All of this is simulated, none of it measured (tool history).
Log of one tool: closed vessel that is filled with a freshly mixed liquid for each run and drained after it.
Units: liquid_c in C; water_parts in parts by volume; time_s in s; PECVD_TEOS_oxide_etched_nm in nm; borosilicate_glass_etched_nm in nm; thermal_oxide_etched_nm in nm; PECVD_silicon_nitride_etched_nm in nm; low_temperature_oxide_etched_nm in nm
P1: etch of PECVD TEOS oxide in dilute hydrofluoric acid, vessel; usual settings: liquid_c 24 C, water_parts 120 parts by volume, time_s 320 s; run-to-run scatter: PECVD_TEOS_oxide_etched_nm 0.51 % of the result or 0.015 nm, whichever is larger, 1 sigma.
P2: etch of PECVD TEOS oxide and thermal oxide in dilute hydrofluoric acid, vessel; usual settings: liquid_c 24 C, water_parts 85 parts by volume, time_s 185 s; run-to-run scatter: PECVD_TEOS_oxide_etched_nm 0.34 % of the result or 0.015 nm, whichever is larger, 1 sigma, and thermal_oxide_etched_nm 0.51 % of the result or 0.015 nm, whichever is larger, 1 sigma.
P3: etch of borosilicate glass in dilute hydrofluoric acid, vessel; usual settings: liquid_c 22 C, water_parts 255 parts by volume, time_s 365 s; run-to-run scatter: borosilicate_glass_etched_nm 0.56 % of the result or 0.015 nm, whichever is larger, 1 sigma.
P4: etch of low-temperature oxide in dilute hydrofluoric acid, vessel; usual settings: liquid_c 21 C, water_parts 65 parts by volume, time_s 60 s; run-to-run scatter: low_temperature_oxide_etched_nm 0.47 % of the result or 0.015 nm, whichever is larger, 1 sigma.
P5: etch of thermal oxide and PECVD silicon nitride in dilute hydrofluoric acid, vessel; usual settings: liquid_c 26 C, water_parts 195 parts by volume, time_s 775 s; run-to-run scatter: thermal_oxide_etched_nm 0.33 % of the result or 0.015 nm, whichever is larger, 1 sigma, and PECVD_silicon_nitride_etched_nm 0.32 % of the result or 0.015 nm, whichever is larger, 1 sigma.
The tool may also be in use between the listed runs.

| run | hour | process | liquid_c | water_parts | time_s | hours since the thermometer was replaced | hours since the hydrofluoric acid flow meter was replaced | PECVD_TEOS_oxide_etched_nm | borosilicate_glass_etched_nm | thermal_oxide_etched_nm | PECVD_silicon_nitride_etched_nm | low_temperature_oxide_etched_nm |
|---|---|---|---|---|---|---|---|---|---|---|---|---|
| 1 | 10.9 | P1 | 24 | 120 | 320 | 262.5 | 428.7 | 47.556 |  |  |  |  |
| 2 | 19.9 | P1 | 24 | 120 | 320 | 271.5 | 437.7 | 47.566 |  |  |  |  |
| 3 | 26.8 | P1 | 24 | 120 | 320 | 278.4 | 444.6 | 47.509 |  |  |  |  |
| 4 | 32.3 | P1 | 24 | 120 | 55 | 283.9 | 450.1 | 8.2087 |  |  |  |  |
| 5 | 41.9 | P3 | 22 | 255 | 590 | 293.5 | 459.7 |  | 53.008 |  |  |  |
| 6 | 49.8 | P3 | 22 | 60 | 365 | 301.4 | 467.6 |  | 170.01 |  |  |  |
| 7 | 56.1 | P1 | 19.5 | 205 | 320 | 307.7 | 473.9 | 21.567 |  |  |  |  |
| 8 | 62.6 | P1 | 24 | 120 | 320 | 314.2 | 480.4 | 47.976 |  |  |  |  |
| 9 | 69.4 | P5 | 26 | 195 | 775 | 321 | 487.2 |  |  | 17.179 | 21.401 |  |
| 10 | 80.8 | P5 | 26 | 270 | 775 | 332.4 | 498.6 |  |  | 11.497 | 15.41 |  |
| 11 | 90.8 | P4 | 21 | 65 | 30 | 342.4 | 508.6 |  |  |  |  | 6.7981 |
| 12 | 98.9 | P2 | 24 | 25 | 185 | 350.5 | 516.7 | 96.826 |  | 38.502 |  |  |
| 13 | 108.1 | P1 | 19 | 120 | 320 | 359.7 | 525.9 | 39.653 |  |  |  |  |
| 14 | 117.6 | P2 | 32.5 | 85 | 185 | 369.2 | 535.4 | 36.383 |  | 14.522 |  |  |
| 15 | 124 | P1 | 24 | 35 | 320 | 375.6 | 541.8 | 181.98 |  |  |  |  |
| 16 | 129.9 | P4 | 17 | 65 | 60 | 381.5 | 547.7 |  |  |  |  | 11.485 |
| 17 | 138.2 | P2 | 24 | 85 | 305 | 389.8 | 556 | 43.333 |  | 17.239 |  |  |
| 18 | 147.2 | P1 | 28.5 | 120 | 320 | 398.8 | 565 | 56.749 |  |  |  |  |
| 19 | 152.7 | P1 | 24 | 120 | 595 | 404.3 | 570.5 | 88.713 |  |  |  |  |
| 20 | 160.6 | P2 | 24 | 85 | 185 | 412.2 | 578.4 | 26.288 |  | 10.494 |  |  |
|  | 162.2 | thermometer replaced |
| 21 | 167.8 | P3 | 22 | 255 | 365 | 5.6 | 585.6 |  | 32.608 |  |  |  |
| 22 | 177.2 | P1 | 18 | 80 | 320 | 15 | 595 | 58.813 |  |  |  |  |
| 23 | 183.4 | P3 | 17 | 255 | 365 | 21.2 | 601.2 |  | 27.109 |  |  |  |
| 24 | 191.3 | P4 | 21 | 65 | 60 | 29.1 | 609.1 |  |  |  |  | 13.722 |
| 25 | 198.9 | P4 | 21 | 90 | 60 | 36.7 | 616.7 |  |  |  |  | 9.5472 |
| 26 | 204.9 | P1 | 24 | 215 | 320 | 42.7 | 622.7 | 23.971 |  |  |  |  |
| 27 | 212.5 | P5 | 26 | 195 | 30 | 50.3 | 630.3 |  |  | 0.66617 | 0.85727 |  |
| 28 | 217.7 | P5 | 32.5 | 195 | 775 | 55.5 | 635.5 |  |  | 21.58 | 31.786 |  |
| 29 | 223.2 | P1 | 24 | 120 | 320 | 61 | 641 | 47.478 |  |  |  |  |
| 30 | 232.5 | P1 | 24 | 120 | 320 | 70.3 | 650.3 | 46.095 |  |  |  |  |
| 31 | 237.4 | P1 | 24 | 120 | 320 | 75.2 | 655.2 | 45.317 |  |  |  |  |
| 32 | 243 | P1 | 24 | 120 | 320 | 80.8 | 660.8 | 45.415 |  |  |  |  |
| 33 | 252.2 | P1 | 24 | 120 | 320 | 90 | 670 | 44.364 |  |  |  |  |
| 34 | 262.8 | P1 | 24 | 120 | 320 | 100.6 | 680.6 | 44.77 |  |  |  |  |
| 35 | 269.4 | P1 | 24 | 120 | 320 | 107.2 | 687.2 | 44.5 |  |  |  |  |
| 36 | 278.7 | P1 | 24 | 120 | 320 | 116.5 | 696.5 | 43.985 |  |  |  |  |
| 37 | 289 | P1 | 24 | 120 | 320 | 126.8 | 706.8 | 43.822 |  |  |  |  |
| 38 | 299.8 | P1 | 24 | 120 | 320 | 137.6 | 717.6 | 43.701 |  |  |  |  |

What P1 gives has crept away from where it was. These 2 causes fit the log equally well, each at the size given:
A: liquid colder than its thermometer reads (K) = 2.1
B: hydrofluoric acid flow below the setpoint (%) = 6.96
The creep began at about hour 223.2.

4 check runs are offered, one wafer each, their results left as question marks. Which one tells the causes apart?
| check 1 | 310.6 | P5 | 26 | 195 | 775 |  |  |  |  | ? | ? |  |
| check 2 | 310.6 | P4 | 21 | 65 | 60 |  |  |  |  |  |  | ? |
| check 3 | 310.6 | P2 | 24 | 85 | 185 |  |  | ? |  | ? |  |  |
| check 4 | 310.6 | P3 | 22 | 255 | 365 |  |  |  | ? |  |  |  |

What each check would give under each cause:
| check | result | if A | if B |
|---|---|---|---|
| check 1 | thermal_oxide_etched_nm | 15.9 | 15.719 |
| check 1 | PECVD_silicon_nitride_etched_nm | 18.776 | 19.933 |
| check 2 | low_temperature_oxide_etched_nm | 12.474 | 12.604 |
| check 3 | PECVD_TEOS_oxide_etched_nm | 24.094 | 24.21 |
| check 3 | thermal_oxide_etched_nm | 9.6279 | 9.6741 |
| check 4 | borosilicate_glass_etched_nm | 30.202 | 29.817 |
How far apart the two closest causes lie, in the result that separates them most: check 1 5.98 %; check 2 1.04 %; check 3 0.48 %; check 4 1.28 %
Check 1 tells the causes apart: in the others they would give nearly the same result.

Then check 1 was run and gave: thermal_oxide_etched_nm 15.959 nm; PECVD_silicon_nitride_etched_nm 18.815 nm. Which cause is it?

It is A: liquid colder than its thermometer reads (K).
